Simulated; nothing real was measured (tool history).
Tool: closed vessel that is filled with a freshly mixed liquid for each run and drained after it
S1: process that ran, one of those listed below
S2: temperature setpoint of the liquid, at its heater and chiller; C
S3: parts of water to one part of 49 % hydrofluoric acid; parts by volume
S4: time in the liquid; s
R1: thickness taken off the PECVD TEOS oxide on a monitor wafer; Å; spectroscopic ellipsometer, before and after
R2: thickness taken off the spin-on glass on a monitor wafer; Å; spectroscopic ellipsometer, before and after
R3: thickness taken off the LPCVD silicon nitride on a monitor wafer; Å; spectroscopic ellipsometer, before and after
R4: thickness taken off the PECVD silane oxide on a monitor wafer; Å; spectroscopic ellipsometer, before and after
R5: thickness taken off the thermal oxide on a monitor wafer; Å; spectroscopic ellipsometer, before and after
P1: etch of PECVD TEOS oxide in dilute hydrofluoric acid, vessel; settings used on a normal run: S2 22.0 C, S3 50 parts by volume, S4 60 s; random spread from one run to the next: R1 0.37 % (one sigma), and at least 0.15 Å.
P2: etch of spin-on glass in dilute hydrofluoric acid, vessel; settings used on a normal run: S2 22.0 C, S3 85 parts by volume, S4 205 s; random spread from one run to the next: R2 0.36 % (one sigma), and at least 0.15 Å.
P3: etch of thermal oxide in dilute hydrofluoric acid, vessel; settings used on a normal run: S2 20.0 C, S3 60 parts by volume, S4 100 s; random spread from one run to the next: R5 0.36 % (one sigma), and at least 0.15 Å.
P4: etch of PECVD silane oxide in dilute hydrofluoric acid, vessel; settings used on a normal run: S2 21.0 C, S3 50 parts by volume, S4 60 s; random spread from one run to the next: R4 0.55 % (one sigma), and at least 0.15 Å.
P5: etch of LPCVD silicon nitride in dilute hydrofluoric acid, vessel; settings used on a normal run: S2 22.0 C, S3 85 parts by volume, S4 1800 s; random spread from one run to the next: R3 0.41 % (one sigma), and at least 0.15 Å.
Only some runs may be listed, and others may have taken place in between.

| run | hour | S1 | S2 | S3 | S4 | R1 | R2 | R3 | R4 | R5 |
|---|---|---|---|---|---|---|---|---|---|---|
| 1 | 14.4 | P1 | 22.0 | 50 | 60 | 264.79 |  |  |  |  |
| 2 | 32.5 | P1 | 22.0 | 50 | 60 | 262.41 |  |  |  |  |
| 3 | 41.8 | P1 | 29.5 | 50 | 60 | 356.67 |  |  |  |  |
| 4 | 50.0 | P1 | 26.0 | 50 | 30 | 155.81 |  |  |  |  |
| 5 | 68.2 | P2 | 22.0 | 40 | 205 |  | 1178.10 |  |  |  |
| 6 | 83.7 | P1 | 22.0 | 50 | 60 | 263.40 |  |  |  |  |
| 7 | 95.2 | P1 | 22.0 | 50 | 110 | 481.09 |  |  |  |  |
| 8 | 108.0 | P1 | 22.0 | 50 | 60 | 264.12 |  |  |  |  |
| 9 | 121.7 | P5 | 22.0 | 85 | 1800 |  |  | 93.942 |  |  |
| 10 | 136.9 | P2 | 22.0 | 85 | 205 |  | 522.47 |  |  |  |
| 11 | 151.5 | P1 | 26.5 | 85 | 60 | 177.67 |  |  |  |  |
|  | 163.8 | hydrofluoric acid flow meter replaced |
| 12 | 166.3 | P4 | 21.0 | 50 | 60 |  |  |  | 231.00 |  |
| 13 | 180.2 | P3 | 20.0 | 60 | 30 |  |  |  |  | 19.983 |
| 14 | 188.3 | P3 | 20.0 | 60 | 100 |  |  |  |  | 67.346 |
| 15 | 200.6 | P2 | 27.0 | 85 | 205 |  | 640.68 |  |  |  |
| 16 | 209.0 | P5 | 22.0 | 85 | 970 |  |  | 50.879 |  |  |
| 17 | 218.9 | P5 | 17.0 | 85 | 1800 |  |  | 67.402 |  |  |
| 18 | 229.3 | P4 | 21.0 | 50 | 90 |  |  |  | 345.41 |  |
| 19 | 246.9 | P5 | 22.0 | 85 | 1800 |  |  | 92.867 |  |  |
| 20 | 262.8 | P1 | 18.0 | 50 | 60 | 221.86 |  |  |  |  |
| 21 | 271.7 | P1 | 22.0 | 50 | 30 | 131.88 |  |  |  |  |
| 22 | 280.3 | P1 | 22.0 | 20 | 60 | 686.92 |  |  |  |  |
| 23 | 289.1 | P2 | 22.0 | 85 | 205 |  | 522.78 |  |  |  |
| 24 | 304.8 | P2 | 22.0 | 85 | 80 |  | 203.52 |  |  |  |
| 25 | 313.4 | P3 | 17.0 | 60 | 100 |  |  |  |  | 59.475 |
| 26 | 322.3 | P5 | 22.0 | 25 | 1800 |  |  | 309.590 |  |  |
| 27 | 336.5 | P1 | 22.0 | 50 | 60 | 263.11 |  |  |  |  |
| 28 | 354.8 | P1 | 22.0 | 50 | 60 | 263.84 |  |  |  |  |
| 29 | 365.3 | P1 | 22.0 | 90 | 60 | 139.28 |  |  |  |  |
| 30 | 375.4 | P4 | 21.0 | 85 | 60 |  |  |  | 129.82 |  |
| 31 | 384.9 | P3 | 20.0 | 20 | 100 |  |  |  |  | 211.280 |
| 32 | 393.2 | P4 | 17.0 | 50 | 60 |  |  |  | 192.82 |  |
| 33 | 404.7 | P1 | 22.0 | 50 | 60 | 263.94 |  |  |  |  |
| 34 | 422.9 | P1 | 22.0 | 50 | 60 | 263.90 |  |  |  |  |
| 35 | 439.2 | P1 | 22.0 | 50 | 60 | 271.95 |  |  |  |  |
| 36 | 448.9 | P1 | 22.0 | 50 | 60 | 273.76 |  |  |  |  |
| 37 | 460.3 | P1 | 22.0 | 50 | 60 | 275.63 |  |  |  |  |
| 38 | 473.2 | P1 | 22.0 | 50 | 60 | 275.18 |  |  |  |  |
| 39 | 484.7 | P1 | 22.0 | 50 | 60 | 279.50 |  |  |  |  |
| 40 | 500.5 | P1 | 22.0 | 50 | 60 | 278.76 |  |  |  |  |
| 41 | 508.4 | P1 | 22.0 | 50 | 60 | 279.77 |  |  |  |  |
| 42 | 525.4 | P1 | 22.0 | 50 | 60 | 279.15 |  |  |  |  |
| 43 | 541.9 | P1 | 22.0 | 50 | 60 | 280.55 |  |  |  |  |
| 44 | 555.4 | P1 | 22.0 | 50 | 60 | 278.71 |  |  |  |  |

P1 no longer gives what it gave before; its output has crept away from where it was. The following 2 causes, each at its listed size, fit the log equally well:
A: hydrofluoric acid flow above the setpoint (%) = 5.74
B: liquid hotter than its thermometer reads (K) = 1.43
The process output started creeping at around hour 422.9.

Listed below are the offered check runs, one wafer per run, with question marks in place of results. For which of them would the causes give clearly different outcomes?
| check 1 | 568.9 | P3 | 20.0 | 60 | 100 |  |  |  |  | ? |
| check 2 | 568.9 | P4 | 21.0 | 50 | 60 |  |  |  | ? |  |
| check 3 | 568.9 | P2 | 22.0 | 85 | 205 |  | ? |  |  |  |
| check 4 | 568.9 | P5 | 22.0 | 85 | 1800 |  |  | ? |  |  |

How each check would come out, cause by cause:
| check | result | if A | if B |
|---|---|---|---|
| check 1 | R5 | 71.489 | 71.505 |
| check 2 | R4 | 245.42 | 245.63 |
| check 3 | R2 | 555.74 | 553.86 |
| check 4 | R3 | 99.384 | 103.560 |
Gap, in per cent, between the two causes that each check separates least, read from the result that separates them most: check 1 0.02 %; check 2 0.09 %; check 3 0.34 %; check 4 4.12 %
The causes can be told apart only by check 4. The other checks would give nearly the same results under each of them.

With check 4 done, the readings were: R3 99.316 Å. Identify which of the listed causes applies.

A is the cause: hydrofluoric acid flow above the setpoint (%).
